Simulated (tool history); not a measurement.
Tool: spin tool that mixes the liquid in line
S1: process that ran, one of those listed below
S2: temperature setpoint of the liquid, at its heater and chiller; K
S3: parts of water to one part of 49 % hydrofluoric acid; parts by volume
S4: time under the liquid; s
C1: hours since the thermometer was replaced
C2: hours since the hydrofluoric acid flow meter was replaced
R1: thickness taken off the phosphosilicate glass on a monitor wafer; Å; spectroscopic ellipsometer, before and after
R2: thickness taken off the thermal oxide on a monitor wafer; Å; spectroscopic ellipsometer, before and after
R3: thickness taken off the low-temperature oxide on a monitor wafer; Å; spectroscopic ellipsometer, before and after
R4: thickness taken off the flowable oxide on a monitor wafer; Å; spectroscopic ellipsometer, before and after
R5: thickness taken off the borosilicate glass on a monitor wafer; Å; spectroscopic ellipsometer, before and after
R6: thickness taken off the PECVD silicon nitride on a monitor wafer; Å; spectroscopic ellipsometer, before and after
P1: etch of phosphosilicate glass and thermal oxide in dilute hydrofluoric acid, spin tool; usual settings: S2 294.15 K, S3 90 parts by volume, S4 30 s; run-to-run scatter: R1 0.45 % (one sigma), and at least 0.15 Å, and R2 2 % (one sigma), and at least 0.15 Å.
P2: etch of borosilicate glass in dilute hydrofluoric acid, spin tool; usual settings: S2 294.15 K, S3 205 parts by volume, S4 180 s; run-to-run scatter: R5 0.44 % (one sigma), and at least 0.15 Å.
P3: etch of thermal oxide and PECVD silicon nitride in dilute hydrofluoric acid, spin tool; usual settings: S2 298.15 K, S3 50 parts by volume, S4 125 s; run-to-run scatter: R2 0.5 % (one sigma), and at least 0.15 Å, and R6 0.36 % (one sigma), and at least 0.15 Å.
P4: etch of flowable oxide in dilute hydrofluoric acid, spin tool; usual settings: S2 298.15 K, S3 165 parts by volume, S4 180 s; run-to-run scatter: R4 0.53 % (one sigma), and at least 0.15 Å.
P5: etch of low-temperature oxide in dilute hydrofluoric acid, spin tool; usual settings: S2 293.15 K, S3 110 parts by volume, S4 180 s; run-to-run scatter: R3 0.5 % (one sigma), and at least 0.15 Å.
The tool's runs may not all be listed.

run,day,S1,S2,S3,S4,C1,C2,R1,R2,R3,R4,R5,R6
1,0.258,P1,294.15,90,30,563.7,1250.1,587.11,14.355,,,,
2,0.562,P5,293.15,190,180,571,1257.4,,,92.309,,,
3,1.029,P1,290.65,90,30,582.2,1268.6,510.3,13.023,,,,
4,1.379,P4,293.65,165,180,590.6,1277,,,,243.56,,
5,1.792,P5,290.15,110,180,600.5,1286.9,,,152.59,,,
6,2.021,P2,290.15,205,180,606,1292.4,,,,,105.33,
7,2.508,P4,298.15,225,180,617.7,1304.1,,,,199.42,,
8,2.9,P1,294.15,90,50,627.1,1313.5,984.16,24.093,,,,
9,3.212,P3,290.15,50,125,634.6,1321,,97.828,,,,37.909
10,3.683,P3,298.15,20,125,645.9,1332.3,,355.58,,,,160.2
11,4.05,P2,294.15,55,180,654.7,1341.1,,,,,543.87,
12,4.329,P1,299.15,90,30,661.4,1347.8,716.73,17.198,,,,
# day 4.475: hydrofluoric acid flow meter replaced
13,4.592,P2,294.15,205,275,667.7,2.9,,,,,190.2,
14,4.942,P1,294.15,90,30,676.1,11.3,584.74,13.859,,,,
15,5.458,P1,294.15,90,30,688.5,23.7,586.32,14.494,,,,
16,5.746,P5,293.15,110,180,695.4,30.6,,,173.85,,,
17,6.179,P5,293.15,110,15,705.8,41,,,14.813,,,
18,6.608,P1,294.15,90,15,716.1,51.3,294.62,7.021,,,,
19,7.021,P2,294.15,205,180,726,61.2,,,,,122.74,
20,7.492,P3,298.15,50,125,737.3,72.5,,138.87,,,,66.222
21,7.979,P3,298.15,50,125,749,84.2,,139.33,,,,66.454
22,8.492,P1,290.15,90,15,761.3,96.5,249.03,5.9947,,,,
23,9.017,P1,294.15,90,30,773.9,109.1,590.15,14.682,,,,
24,9.333,P2,294.15,205,180,781.5,116.7,,,,,123.85,
25,9.85,P1,294.15,150,60,793.9,129.1,661.72,16.119,,,,
26,10.296,P1,294.15,90,30,804.6,139.8,590.64,14.567,,,,
27,10.646,P3,298.15,50,55,813,148.2,,60.511,,,,28.889
28,10.908,P1,290.15,125,30,819.3,154.5,348.62,8.283,,,,
29,11.242,P4,298.15,165,270,827.3,162.5,,,,430.41,,
30,11.767,P1,294.15,155,30,839.9,175.1,317.84,7.3494,,,,
31,12.038,P4,298.15,165,180,846.4,181.6,,,,286.75,,
32,12.558,P1,294.15,25,30,858.9,194.1,2283.6,54.172,,,,
33,12.929,P1,294.15,90,30,867.8,203,586.63,14.081,,,,
34,13.438,P1,294.15,90,30,880,215.2,561.86,13.061,,,,
35,13.796,P1,294.15,90,30,888.6,223.8,552.63,13.323,,,,
36,14.029,P1,294.15,90,30,894.2,229.4,553.38,13.424,,,,
37,14.483,P1,294.15,90,30,905.1,240.3,550.35,13.044,,,,
38,14.8,P1,294.15,90,30,912.7,247.9,547.46,13.373,,,,
39,15.075,P1,294.15,90,30,919.3,254.5,548.75,13.296,,,,

What P1 gives has crept away from where it was. These 2 causes fit the log equally well, each at the size given:
A: liquid colder than its thermometer reads (K) = 1.64
B: hydrofluoric acid flow below the setpoint (%) = 5.93
The creep began at about day 12.929.

4 check runs are offered, one wafer each, their results left as question marks. Which one tells the causes apart?
check 1,15.35,P2,294.15,205,180,,,,,,,?,
check 2,15.35,P3,298.15,50,125,,,,?,,,,?
check 3,15.35,P5,293.15,110,180,,,,,?,,,
check 4,15.35,P4,298.15,165,180,,,,,,?,,

What each check would give under each cause:
check,result,if A,if B
check 1,R5,116.17,114.91
check 2,R2,128.97,129.23
check 2,R6,59.234,62.303
check 3,R3,161.75,161.54
check 4,R4,271.65,268.66
How far apart the two closest causes lie, in the result that separates them most: check 1 1.09 %; check 2 5.05 %; check 3 0.12 %; check 4 1.1 %
Only check 2 tells the causes apart: in the others they would give nearly the same result.

Then check 2 was run and gave: R2 130.11 Å; R6 62.755 Å. Which cause is it?

It is B: hydrofluoric acid flow below the setpoint (%).
